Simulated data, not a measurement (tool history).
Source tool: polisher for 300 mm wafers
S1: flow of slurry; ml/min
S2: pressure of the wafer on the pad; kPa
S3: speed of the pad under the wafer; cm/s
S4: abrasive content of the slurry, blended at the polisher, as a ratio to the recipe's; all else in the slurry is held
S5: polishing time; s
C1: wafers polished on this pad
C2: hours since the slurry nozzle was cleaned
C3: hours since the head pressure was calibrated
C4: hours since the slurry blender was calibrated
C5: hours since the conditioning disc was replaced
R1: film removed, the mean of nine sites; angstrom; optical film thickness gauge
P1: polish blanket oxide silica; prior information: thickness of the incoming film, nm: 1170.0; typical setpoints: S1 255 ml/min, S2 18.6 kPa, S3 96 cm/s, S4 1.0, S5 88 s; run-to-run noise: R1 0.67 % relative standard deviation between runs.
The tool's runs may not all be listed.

run   hour   S1    S2   S3   S4   S5    C1     C2     C3     C4     C5       R1
  1   11.4  255  18.6   96  1.0   88   564   89.1  515.7  214.5  107.0  1537.30
  2   25.5  255  18.6   96  0.5   88   692  103.2  529.8  228.6  121.1  1066.60
  3   41.4  390  18.6   96  1.0   88   838  119.1  545.7  244.5  137.0  1577.90
  4   50.0  255  18.6   96  1.0  127   916  127.7  554.3  253.1  145.6  2230.40
      53.0  -- slurry blender recalibrated
  5   64.0  255  18.6   96  1.0   88  1044  141.7  568.3   11.1  159.6  1542.80
  6   79.6  255  18.6   96  1.2   64  1187  157.3  583.9   26.7  175.2  1212.70
  7   96.7  255  18.6   96  1.0   88  1343  174.4  601.0   43.8  192.3  1535.80
  8  107.7  255  18.6   96  1.0   88  1443  185.4  612.0   54.8  203.3  1550.50
  9  123.2  255  18.6  122  1.0   88  1585  200.9  627.5   70.3  218.8  1835.10
 10  138.7  255  18.6   96  1.0   57  1727  216.4  643.0   85.8  234.3  1000.40
 11  151.9  255  18.6  148  1.0  131  1847  229.6  656.2   99.0  247.5  3248.40
 12  168.7  255  18.6   46  1.0   88  2001  246.4  673.0  115.8  264.3   847.18
 13  185.0  255  24.8   96  1.0   88  2150  262.7  689.3  132.1  280.6  2052.60
 14  199.0  155  18.6   96  1.0   88  2277  276.7  703.3  146.1  294.6  1438.20
 15  209.1  255  18.6  128  1.0  128  2370  286.8  713.4  156.2  304.7  2796.70
 16  227.2  255  11.7   96  1.0   88  2535  304.9  731.5  174.3  322.8   967.40
 17  242.7  255  18.6   96  1.3   88  2677  320.4  747.0  189.8  338.3  1704.10
 18  257.9  255  18.6   96  1.0   88  2815  335.6  762.2  205.0  353.5  1525.50
 19  269.6  255  18.6   96  1.0   88  2922  347.3  773.9  216.7  365.2  1523.50
 20  283.7  255  18.6   96  1.0   88  3051  361.4  788.0  230.8  379.3  1486.40
 21  300.9  255  18.6   96  1.0   88  3208  378.6  805.2  248.0  396.5  1430.80
 22  318.9  255  18.6   96  1.0   88  3373  396.6  823.2  266.0  414.5  1394.80
 23  330.3  255  18.6   96  1.0   88  3477  408.0  834.6  277.4  425.9  1382.20
     342.8  -- head pressure recalibrated
     343.4  -- slurry nozzle cleaned
     345.6  -- conditioning disc replaced and pad reconditioned
 24  347.6  255  18.6   96  1.0   88  3635    4.3    4.9  294.7    2.0  1390.70
 25  363.6  255  18.6   96  1.0   88  3781   20.3   20.9  310.7   18.0  1352.30
 26  375.5  255  18.6   96  1.0   88  3890   32.2   32.8  322.6   29.9  1384.40
 27  392.6  255  18.6   96  1.0   88  4046   49.3   49.9  339.7   47.0  1354.40

Run 28 comes next. What will it give?
 28  401.6  255  18.6  96  1.0  88  4128  58.3  58.9  348.7  56.0   ?

{"run 28": {"R1": 1372.0}}

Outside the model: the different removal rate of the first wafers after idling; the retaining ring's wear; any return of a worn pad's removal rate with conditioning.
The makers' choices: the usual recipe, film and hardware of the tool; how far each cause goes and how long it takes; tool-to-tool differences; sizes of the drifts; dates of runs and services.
